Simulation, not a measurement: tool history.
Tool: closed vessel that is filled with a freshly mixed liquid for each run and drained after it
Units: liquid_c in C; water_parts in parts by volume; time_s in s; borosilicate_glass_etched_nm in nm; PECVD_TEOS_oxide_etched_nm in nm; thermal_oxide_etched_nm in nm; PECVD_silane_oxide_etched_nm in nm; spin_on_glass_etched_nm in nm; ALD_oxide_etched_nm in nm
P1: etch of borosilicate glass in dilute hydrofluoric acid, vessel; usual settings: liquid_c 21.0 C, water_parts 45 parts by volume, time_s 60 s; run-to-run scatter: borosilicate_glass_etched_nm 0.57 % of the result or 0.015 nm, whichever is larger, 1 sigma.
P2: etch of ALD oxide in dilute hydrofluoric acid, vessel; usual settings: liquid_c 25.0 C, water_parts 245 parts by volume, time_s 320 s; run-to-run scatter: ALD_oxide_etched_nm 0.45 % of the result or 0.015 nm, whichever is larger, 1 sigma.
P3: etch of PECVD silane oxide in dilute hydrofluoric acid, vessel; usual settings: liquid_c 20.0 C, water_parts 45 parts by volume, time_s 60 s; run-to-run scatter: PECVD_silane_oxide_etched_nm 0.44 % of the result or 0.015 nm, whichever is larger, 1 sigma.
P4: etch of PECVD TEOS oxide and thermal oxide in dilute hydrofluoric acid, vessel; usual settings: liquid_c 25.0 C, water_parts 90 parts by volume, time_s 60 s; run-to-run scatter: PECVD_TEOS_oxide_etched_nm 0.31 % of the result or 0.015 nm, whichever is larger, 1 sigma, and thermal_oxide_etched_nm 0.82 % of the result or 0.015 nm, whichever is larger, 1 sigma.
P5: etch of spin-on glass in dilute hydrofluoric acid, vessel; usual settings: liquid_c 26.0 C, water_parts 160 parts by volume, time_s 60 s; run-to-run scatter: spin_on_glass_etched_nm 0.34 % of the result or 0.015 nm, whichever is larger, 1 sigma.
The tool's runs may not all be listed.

run,day,process,liquid_c,water_parts,time_s,hours since the thermometer was replaced,hours since the hydrofluoric acid flow meter was replaced,borosilicate_glass_etched_nm,PECVD_TEOS_oxide_etched_nm,thermal_oxide_etched_nm,PECVD_silane_oxide_etched_nm,spin_on_glass_etched_nm,ALD_oxide_etched_nm
1,0.296,P1,21.0,45,60,635.3,375.6,70.296,,,,,
2,0.521,P1,21.0,45,90,640.7,381.0,104.620,,,,,
3,0.712,P1,21.0,45,60,645.3,385.6,70.493,,,,,
4,0.921,P1,21.0,45,60,650.3,390.6,69.756,,,,,
5,1.321,P4,25.0,90,30,659.9,400.2,,9.5081,1.6436,,,
6,1.512,P1,29.5,45,60,664.5,404.8,98.811,,,,,
7,1.758,P3,17.0,45,60,670.4,410.7,,,,54.380,,
8,2.088,P1,21.0,45,60,678.3,418.6,70.541,,,,,
9,2.267,P5,26.0,160,60,682.6,422.9,,,,,26.439,
10,2.550,P2,25.0,245,140,689.4,429.7,,,,,,7.5165
11,2.833,P5,26.0,35,60,696.2,436.5,,,,,140.700,
12,3.071,P3,20.0,45,30,701.9,442.2,,,,30.984,,
13,3.412,P3,20.0,45,60,710.1,450.4,,,,62.025,,
14,3.712,P1,21.0,75,60,717.3,457.6,40.481,,,,,
15,3.888,P1,17.0,45,60,721.5,461.8,58.511,,,,,
16,4.079,P4,25.0,90,60,726.1,466.4,,19.0640,3.3248,,,
17,4.379,P5,31.5,160,60,733.3,473.6,,,,,32.182,
18,4.762,P1,21.0,20,60,742.5,482.8,162.880,,,,,
19,4.988,P1,21.0,30,35,747.9,488.2,62.669,,,,,
20,5.171,P5,26.0,160,105,752.3,492.6,,,,,46.231,
21,5.562,P2,32.5,245,320,761.7,502.0,,,,,,21.9240
22,5.917,P4,25.0,155,60,770.2,510.5,,10.2040,1.7648,,,
23,6.262,P1,21.0,45,60,778.5,518.8,70.137,,,,,
24,6.462,P4,17.0,90,60,783.3,523.6,,13.7480,2.3991,,,
25,6.788,P2,25.0,425,320,791.1,531.4,,,,,,8.2711
26,7.008,P2,25.0,245,320,796.4,536.7,,,,,,17.1190
27,7.362,P3,20.0,45,60,804.9,545.2,,,,62.165,,
28,7.738,P1,21.0,45,30,813.9,554.2,35.099,,,,,
29,8.000,P5,26.0,160,60,820.2,560.5,,,,,26.537,
30,8.388,P3,20.0,70,60,829.5,569.8,,,,39.196,,
31,8.771,P1,21.0,45,60,838.7,579.0,69.760,,,,,
32,9.158,P1,21.0,45,60,848.0,588.3,67.407,,,,,
33,9.350,P1,21.0,45,60,852.6,592.9,67.452,,,,,
34,9.625,P1,21.0,45,60,859.2,599.5,66.418,,,,,
35,9.958,P1,21.0,45,60,867.2,607.5,66.220,,,,,
36,10.321,P1,21.0,45,60,875.9,616.2,64.862,,,,,
37,10.521,P1,21.0,45,60,880.7,621.0,65.002,,,,,
38,10.700,P1,21.0,45,60,885.0,625.3,65.241,,,,,
39,10.933,P1,21.0,45,60,890.6,630.9,64.455,,,,,
40,11.333,P1,21.0,45,60,900.2,640.5,64.759,,,,,
41,11.662,P1,21.0,45,60,908.1,648.4,64.651,,,,,
42,11.912,P1,21.0,45,60,914.1,654.4,64.960,,,,,

What P1 gives has crept away from where it was. These 2 causes fit the log equally well, each at the size given:
A: hydrofluoric acid flow below the setpoint (%) = 7.15
B: liquid colder than its thermometer reads (K) = 1.85
The creep began at about day 8.771.

4 check runs are offered, each on 2 wafers whose results are averaged, their results left as question marks. Which one tells the causes apart?
check 1,12.162,P3,17.0,45,60,,,,,,?,,
check 2,12.162,P2,28.5,245,320,,,,,,,,?
check 3,12.162,P4,18.5,90,60,,,,?,?,,,
check 4,12.162,P5,26.0,45,105,,,,,,,?,

What each check would give under each cause:
check,result,if A,if B
check 1,PECVD_silane_oxide_etched_nm,50.533,50.375
check 2,ALD_oxide_etched_nm,17.5610,18.1250
check 3,PECVD_TEOS_oxide_etched_nm,13.5480,13.5960
check 3,thermal_oxide_etched_nm,2.3271,2.3355
check 4,spin_on_glass_etched_nm,176.080,176.670
How far apart the two closest causes lie, in the result that separates them most: check 1 0.31 %; check 2 3.16 %; check 3 0.36 %; check 4 0.33 %
Only check 2 tells the causes apart: in the others they would give nearly the same result.

Then check 2 was run and gave: ALD_oxide_etched_nm 17.5020 nm. Which cause is it?

It is A: hydrofluoric acid flow below the setpoint (%).
